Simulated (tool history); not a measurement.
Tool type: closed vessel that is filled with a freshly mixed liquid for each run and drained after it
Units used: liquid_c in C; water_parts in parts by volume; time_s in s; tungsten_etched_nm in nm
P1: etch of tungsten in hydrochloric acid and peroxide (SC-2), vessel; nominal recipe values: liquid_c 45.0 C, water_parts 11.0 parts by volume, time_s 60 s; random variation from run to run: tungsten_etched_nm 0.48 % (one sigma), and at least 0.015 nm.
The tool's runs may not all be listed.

| run | hour | liquid_c | water_parts | time_s | hours since the thermometer was replaced | hours since the chemicals flow meter was replaced | hours since the drum of peroxide was connected | tungsten_etched_nm |
|---|---|---|---|---|---|---|---|---|
| 1 | 5.4 | 45.0 | 11.0 | 60 | 155.2 | 64.3 | 230.0 | 5.5971 |
| 2 | 13.3 | 45.0 | 7.5 | 100 | 163.1 | 72.2 | 237.9 | 12.6610 |
|  | 20.9 | new drum of peroxide connected |
| 3 | 21.5 | 45.0 | 4.0 | 60 | 171.3 | 80.4 | 0.6 | 12.1260 |
| 4 | 28.8 | 45.0 | 11.0 | 85 | 178.6 | 87.7 | 7.9 | 7.9888 |
| 5 | 34.9 | 45.0 | 11.0 | 60 | 184.7 | 93.8 | 14.0 | 5.6377 |
| 6 | 41.2 | 45.0 | 11.0 | 60 | 191.0 | 100.1 | 20.3 | 5.5310 |
| 7 | 47.3 | 45.0 | 11.0 | 60 | 197.1 | 106.2 | 26.4 | 5.6102 |
| 8 | 54.6 | 45.0 | 11.0 | 30 | 204.4 | 113.5 | 33.7 | 2.7757 |
| 9 | 62.1 | 45.0 | 16.0 | 60 | 211.9 | 121.0 | 41.2 | 4.0138 |
| 10 | 66.1 | 54.0 | 17.5 | 60 | 215.9 | 125.0 | 45.2 | 6.7594 |
| 11 | 73.9 | 35.5 | 11.0 | 60 | 223.7 | 132.8 | 53.0 | 2.8611 |
| 12 | 81.6 | 35.0 | 11.0 | 30 | 231.4 | 140.5 | 60.7 | 1.3601 |
| 13 | 86.1 | 59.5 | 11.0 | 60 | 235.9 | 145.0 | 65.2 | 14.5270 |
| 14 | 90.5 | 45.0 | 11.0 | 60 | 240.3 | 149.4 | 69.6 | 5.5567 |
| 15 | 96.0 | 45.0 | 11.0 | 60 | 245.8 | 154.9 | 75.1 | 5.5968 |
| 16 | 103.4 | 45.0 | 11.0 | 60 | 253.2 | 162.3 | 82.5 | 5.5748 |
| 17 | 109.6 | 45.0 | 11.0 | 60 | 259.4 | 168.5 | 88.7 | 5.4373 |
| 18 | 116.1 | 45.0 | 11.0 | 60 | 265.9 | 175.0 | 95.2 | 5.3090 |
| 19 | 122.3 | 45.0 | 11.0 | 60 | 272.1 | 181.2 | 101.4 | 5.1927 |
| 20 | 126.6 | 45.0 | 11.0 | 60 | 276.4 | 185.5 | 105.7 | 5.1901 |
| 21 | 133.3 | 45.0 | 11.0 | 60 | 283.1 | 192.2 | 112.4 | 5.0735 |
| 22 | 140.6 | 45.0 | 11.0 | 60 | 290.4 | 199.5 | 119.7 | 5.1011 |
| 23 | 147.0 | 45.0 | 11.0 | 60 | 296.8 | 205.9 | 126.1 | 5.0540 |
|  | 150.5 | new drum of peroxide connected |
| 24 | 151.7 | 45.0 | 11.0 | 60 | 301.5 | 210.6 | 1.2 | 5.0700 |
| 25 | 159.9 | 45.0 | 11.0 | 60 | 309.7 | 218.8 | 9.4 | 5.0706 |
| 26 | 168.0 | 45.0 | 11.0 | 60 | 317.8 | 226.9 | 17.5 | 5.0834 |
| 27 | 175.9 | 45.0 | 11.0 | 60 | 325.7 | 234.8 | 25.4 | 5.0225 |

P1 has crept away from where it was. The log is fitted equally well by each of these 2 causes, at the sizes shown:
A: chemicals flow below the setpoint (%) = 11.2
B: liquid colder than its thermometer reads (K) = 1.48
The gradual shift began around hour 103.4.
The rest of the possible causes, and what rules out each one:
peroxide weaker than its label (%): was serviced at hour 150.5, once the creep was under way, yet the earlier output never came back

You are offered 4 check runs, listed below with question marks in place of their results; each one averages 2 wafers. Which run separates the listed causes by giving clearly different results for each?
| check 1 | 183.8 | 53.0 | 11.0 | 30 |  |  |  | ? |
| check 2 | 183.8 | 58.0 | 11.0 | 30 |  |  |  | ? |
| check 3 | 183.8 | 37.5 | 4.0 | 60 |  |  |  | ? |
| check 4 | 183.8 | 45.0 | 7.5 | 30 |  |  |  | ? |

Expected result of each check under each candidate cause:
| check | result | if A | if B |
|---|---|---|---|
| check 1 | tungsten_etched_nm | 4.3066 | 4.3242 |
| check 2 | tungsten_etched_nm | 5.9447 | 5.9863 |
| check 3 | tungsten_etched_nm | 6.5659 | 6.3943 |
| check 4 | tungsten_etched_nm | 3.4676 | 3.4422 |
Separation of the two closest causes in each check, using whichever result separates them best: check 1 0.41 %; check 2 0.7 %; check 3 2.65 %; check 4 0.74 %
Check 3 is the one run that separates the causes; every other check would come out nearly the same whichever cause is at work.

After running check 3, the following was obtained: tungsten_etched_nm 6.5424 nm. Which cause does this point to?

The correct cause is A, namely: chemicals flow below the setpoint (%).

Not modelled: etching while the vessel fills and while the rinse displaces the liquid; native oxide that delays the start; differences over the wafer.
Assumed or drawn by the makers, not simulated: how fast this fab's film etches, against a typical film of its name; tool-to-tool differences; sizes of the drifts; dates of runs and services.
